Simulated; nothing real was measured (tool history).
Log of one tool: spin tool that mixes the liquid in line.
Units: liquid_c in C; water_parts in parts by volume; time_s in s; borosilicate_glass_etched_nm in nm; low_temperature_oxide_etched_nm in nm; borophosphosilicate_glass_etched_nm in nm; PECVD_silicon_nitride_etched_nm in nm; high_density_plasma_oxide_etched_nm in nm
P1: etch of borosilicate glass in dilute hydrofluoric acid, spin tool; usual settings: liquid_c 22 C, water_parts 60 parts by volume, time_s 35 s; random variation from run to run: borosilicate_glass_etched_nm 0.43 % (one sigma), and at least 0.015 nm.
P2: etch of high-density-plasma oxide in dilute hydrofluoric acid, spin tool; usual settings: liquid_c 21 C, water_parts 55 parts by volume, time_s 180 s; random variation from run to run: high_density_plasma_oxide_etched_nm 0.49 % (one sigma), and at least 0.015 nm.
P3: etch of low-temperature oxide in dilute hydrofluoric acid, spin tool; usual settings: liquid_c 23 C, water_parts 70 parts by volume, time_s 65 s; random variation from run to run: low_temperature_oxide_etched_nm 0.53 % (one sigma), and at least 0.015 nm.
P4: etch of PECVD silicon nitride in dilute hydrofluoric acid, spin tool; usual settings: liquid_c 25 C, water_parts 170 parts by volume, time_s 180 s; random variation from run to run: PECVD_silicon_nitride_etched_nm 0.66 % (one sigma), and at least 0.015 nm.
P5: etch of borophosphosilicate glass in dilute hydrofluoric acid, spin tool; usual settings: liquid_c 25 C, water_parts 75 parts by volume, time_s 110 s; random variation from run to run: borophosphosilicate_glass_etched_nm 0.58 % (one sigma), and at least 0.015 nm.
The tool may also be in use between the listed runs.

| run | hour | process | liquid_c | water_parts | time_s | borosilicate_glass_etched_nm | low_temperature_oxide_etched_nm | borophosphosilicate_glass_etched_nm | PECVD_silicon_nitride_etched_nm | high_density_plasma_oxide_etched_nm |
|---|---|---|---|---|---|---|---|---|---|---|
| 1 | 5.7 | P1 | 22 | 60 | 35 | 29.64 |  |  |  |  |
| 2 | 10 | P1 | 17 | 60 | 35 | 23.974 |  |  |  |  |
| 3 | 16.4 | P3 | 23 | 70 | 65 |  | 21.701 |  |  |  |
| 4 | 19.9 | P1 | 22 | 60 | 15 | 12.77 |  |  |  |  |
| 5 | 25.6 | P5 | 25 | 75 | 15 |  |  | 7.5279 |  |  |
| 6 | 31.2 | P1 | 22 | 60 | 35 | 29.533 |  |  |  |  |
| 7 | 35.8 | P1 | 22 | 60 | 35 | 29.57 |  |  |  |  |
| 8 | 42.8 | P1 | 22 | 35 | 35 | 52.329 |  |  |  |  |
| 9 | 47.2 | P1 | 26 | 60 | 35 | 34.94 |  |  |  |  |
| 10 | 54.3 | P4 | 25 | 55 | 180 |  |  |  | 12.679 |  |
| 11 | 60.1 | P3 | 23 | 110 | 65 |  | 13.138 |  |  |  |
| 12 | 66.2 | P3 | 19 | 70 | 65 |  | 18.439 |  |  |  |
| 13 | 73.1 | P2 | 21 | 55 | 180 |  |  |  |  | 16.303 |
| 14 | 77.4 | P1 | 22 | 60 | 35 | 29.535 |  |  |  |  |
| 15 | 84.3 | P5 | 25 | 35 | 110 |  |  | 125.69 |  |  |
|  | 87.6 | thermometer replaced |
| 16 | 88.3 | P1 | 22 | 60 | 35 | 29.65 |  |  |  |  |
| 17 | 95.8 | P5 | 33.5 | 75 | 110 |  |  | 77.536 |  |  |
| 18 | 99.2 | P4 | 25 | 170 | 180 |  |  |  | 4.1373 |  |
| 19 | 104.1 | P2 | 21 | 55 | 45 |  |  |  |  | 4.0681 |
| 20 | 108.6 | P4 | 25 | 170 | 285 |  |  |  | 6.4794 |  |
| 21 | 113.6 | P4 | 20.5 | 170 | 180 |  |  |  | 3.0746 |  |
| 22 | 120.8 | P1 | 17 | 95 | 35 | 14.698 |  |  |  |  |
| 23 | 125.8 | P1 | 22 | 60 | 50 | 42.53 |  |  |  |  |
| 24 | 131.2 | P3 | 23 | 70 | 100 |  | 33.602 |  |  |  |
| 25 | 137.5 | P2 | 21 | 55 | 180 |  |  |  |  | 16.37 |
| 26 | 141.1 | P1 | 22 | 100 | 35 | 16.934 |  |  |  |  |
| 27 | 145.6 | P1 | 22 | 60 | 35 | 29.915 |  |  |  |  |
| 28 | 153.1 | P3 | 23 | 70 | 65 |  | 21.69 |  |  |  |
| 29 | 159.9 | P5 | 25 | 75 | 110 |  |  | 55.312 |  |  |
| 30 | 164.3 | P2 | 27 | 55 | 180 |  |  |  |  | 21.016 |
| 31 | 170.5 | P2 | 21 | 20 | 180 |  |  |  |  | 46.855 |
| 32 | 178.1 | P5 | 25 | 75 | 110 |  |  | 55.552 |  |  |
| 33 | 183.7 | P1 | 22 | 60 | 35 | 29.707 |  |  |  |  |
| 34 | 190.9 | P1 | 22 | 60 | 35 | 29.705 |  |  |  |  |
| 35 | 196.8 | P1 | 22 | 60 | 35 | 30.191 |  |  |  |  |
| 36 | 204.1 | P1 | 22 | 60 | 35 | 30.874 |  |  |  |  |
| 37 | 211.4 | P1 | 22 | 60 | 35 | 31.179 |  |  |  |  |
| 38 | 214.6 | P1 | 22 | 60 | 35 | 31.329 |  |  |  |  |
| 39 | 218.7 | P1 | 22 | 60 | 35 | 31.242 |  |  |  |  |
| 40 | 222.3 | P1 | 22 | 60 | 35 | 31.704 |  |  |  |  |
| 41 | 228 | P1 | 22 | 60 | 35 | 31.524 |  |  |  |  |
| 42 | 233.9 | P1 | 22 | 60 | 35 | 31.459 |  |  |  |  |
| 43 | 238 | P1 | 22 | 60 | 35 | 31.398 |  |  |  |  |
| 44 | 244.6 | P1 | 22 | 60 | 35 | 31.354 |  |  |  |  |
| 45 | 249.3 | P1 | 22 | 60 | 35 | 31.331 |  |  |  |  |

What P1 gives has crept away from where it was. These 2 causes fit the log equally well, each at the size given:
A: hydrofluoric acid flow above the setpoint (%) = 5.83
B: liquid hotter than its thermometer reads (K) = 1.48
The creep began at about hour 190.9.

4 check runs are offered, each on 3 wafers whose results are averaged, their results left as question marks. Which one tells the causes apart?
| check 1 | 254 | P3 | 23 | 70 | 65 |  | ? |  |  |  |
| check 2 | 254 | P4 | 25 | 170 | 180 |  |  |  | ? |  |
| check 3 | 254 | P2 | 21 | 55 | 180 |  |  |  |  | ? |
| check 4 | 254 | P5 | 25 | 75 | 110 |  |  | ? |  |  |

What each check would give under each cause:
| check | result | if A | if B |
|---|---|---|---|
| check 1 | low_temperature_oxide_etched_nm | 23.073 | 23.039 |
| check 2 | PECVD_silicon_nitride_etched_nm | 4.3921 | 4.5571 |
| check 3 | high_density_plasma_oxide_etched_nm | 17.417 | 17.442 |
| check 4 | borophosphosilicate_glass_etched_nm | 59.252 | 59.062 |
How far apart the two closest causes lie, in the result that separates them most: check 1 0.15 %; check 2 3.69 %; check 3 0.14 %; check 4 0.32 %
Check 2 tells the causes apart: in the others they would give nearly the same result.

Then check 2 was run and gave: PECVD_silicon_nitride_etched_nm 4.5482 nm. Which cause is it?

It is B: liquid hotter than its thermometer reads (K).
